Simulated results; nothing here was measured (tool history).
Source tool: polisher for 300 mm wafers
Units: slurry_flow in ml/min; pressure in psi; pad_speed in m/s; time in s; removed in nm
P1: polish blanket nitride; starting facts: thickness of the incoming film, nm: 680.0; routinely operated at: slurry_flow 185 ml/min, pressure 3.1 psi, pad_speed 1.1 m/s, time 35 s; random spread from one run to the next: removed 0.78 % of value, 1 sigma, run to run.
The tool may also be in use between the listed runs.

run    day  slurry_flow  pressure  pad_speed  time  removed
  1  0.567          185       3.1        1.1    35   65.584
  2  1.104          185       4.9        1.1    35   101.56
  3  1.621          185       3.1        1.1    35   65.102
  4  1.938          185       3.1        1.1    35   65.453
  5  2.471          110       3.1        1.1    35    59.86
  6  2.717          280       3.1        1.1    35   67.894
  7  3.104          185       3.1       0.56    35   38.009
  8  3.412          185       3.1        1.1    35   65.712
     3.525  -- head pressure recalibrated
  9   3.75          185       3.1        1.1    35   64.214
 10  4.312          185       3.1        1.1    44   81.467
 11  4.562          185       3.1       1.66    21   53.491
 12  4.867          185       3.1        0.6    24   27.293

Run 13 has not been measured yet. What should we expect?
 13  5.142          185       1.4        1.1    35        ?

removed: 28.678 nm

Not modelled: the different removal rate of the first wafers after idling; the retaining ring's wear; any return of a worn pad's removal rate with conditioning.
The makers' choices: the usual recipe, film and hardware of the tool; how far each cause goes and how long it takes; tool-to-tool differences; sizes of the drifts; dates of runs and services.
